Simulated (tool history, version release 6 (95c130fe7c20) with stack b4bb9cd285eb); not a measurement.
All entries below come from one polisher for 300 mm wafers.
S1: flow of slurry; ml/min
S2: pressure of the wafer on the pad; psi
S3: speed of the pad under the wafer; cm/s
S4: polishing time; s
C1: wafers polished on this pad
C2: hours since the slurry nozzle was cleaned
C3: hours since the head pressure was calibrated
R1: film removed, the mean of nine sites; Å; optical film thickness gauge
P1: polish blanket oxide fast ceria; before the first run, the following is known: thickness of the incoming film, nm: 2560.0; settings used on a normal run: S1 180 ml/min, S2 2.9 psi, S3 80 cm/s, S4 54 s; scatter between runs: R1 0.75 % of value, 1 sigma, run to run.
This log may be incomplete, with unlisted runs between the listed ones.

run,hour,S1,S2,S3,S4,C1,C2,C3,R1
1,2.3,180,2.9,80,54,921,323.3,475,7021.8
2,4.2,180,2.9,80,24,938,325.2,476.9,3109.2
3,8,180,2.9,58,54,973,329,480.7,5056.7
4,10.6,180,2.9,80,54,997,331.6,483.3,7032.4
# hour 14.2: worn pad replaced by a new one
5,14.8,180,2.9,80,54,6,335.8,487.5,7025.3
6,17.8,180,2.9,40,73,33,338.8,490.5,4802.3
7,21.5,180,2.9,102,54,67,342.5,494.2,9053.8
8,25.4,180,3.7,80,54,103,346.4,498.1,9001.6
9,27.3,110,2.9,80,54,121,348.3,500,6437.5
10,31,180,2.9,80,73,155,352,503.7,9392.8
11,35.4,180,2.9,80,54,195,356.4,508.1,7013.5
12,37.6,110,2.9,108,54,216,358.6,510.3,8688
13,41.5,180,2.2,80,54,251,362.5,514.2,5292.9
14,44.8,280,2.9,80,54,282,365.8,517.5,7397.2
15,47.6,180,2.9,80,54,308,368.6,520.3,7012.8
16,50.1,180,2.9,80,54,331,371.1,522.8,7013.2
17,53,180,2.9,80,54,357,374,525.7,7063.2
18,55.7,180,2.9,80,54,382,376.7,528.4,6950.7
19,59.9,180,2.9,80,54,421,380.9,532.6,6788.1
20,62.1,180,2.9,80,54,441,383.1,534.8,6727.3
21,64.8,180,2.9,80,54,466,385.8,537.5,6762.8
# hour 67.1: worn pad replaced by a new one
22,68.4,180,2.9,80,54,12,389.4,541.1,6782.9
23,72.1,180,2.9,80,54,46,393.1,544.8,6687.2
24,74.2,180,2.9,80,54,65,395.2,546.9,6733.2
25,76.2,180,2.9,80,54,84,397.2,548.9,6605

What P1 gives has crept off from where it sat before. The 2 causes that follow fit the log equally well, each at the size noted:
A: slurry flow missing at the pad, % = 28
B: head's pressure below its setpoint, % = 5.41
Onset of the creep was near hour 53.
Every other cause this tool's parts could produce, and why it does not fit the log:
removal rate lost through wear of the pad, %: serviced after onset, at hour 67.1, with no recovery of the prior output

The list below offers 4 check runs, each averaging the results of 5 wafers, and shows each result as a question mark. For which of them would the listed causes give clearly different results?
check 1,78.2,180,3.5,80,54,,,,?
check 2,78.2,180,2.9,58,54,,,,?
check 3,78.2,180,2.9,96,54,,,,?
check 4,78.2,120,2.9,80,54,,,,?

What every check run would give for each of its results, assuming each possible cause in turn:
check,result,if A,if B
check 1,R1,8029.5,8029.7
check 2,R1,4823.4,4823.6
check 3,R1,7983.6,7983.8
check 4,R1,6044.4,6195.4
Per check, the gap between the least separated pair of causes, taken in the result that splits them most: check 1 0 %; check 2 0 %; check 3 0 %; check 4 2.47 %
Only check 4 tells the causes apart: in the others they would give nearly the same result.

Check 4 was then run and gave: R1 6054.2 Å. Which cause is it?

It is A: slurry flow missing at the pad, %.
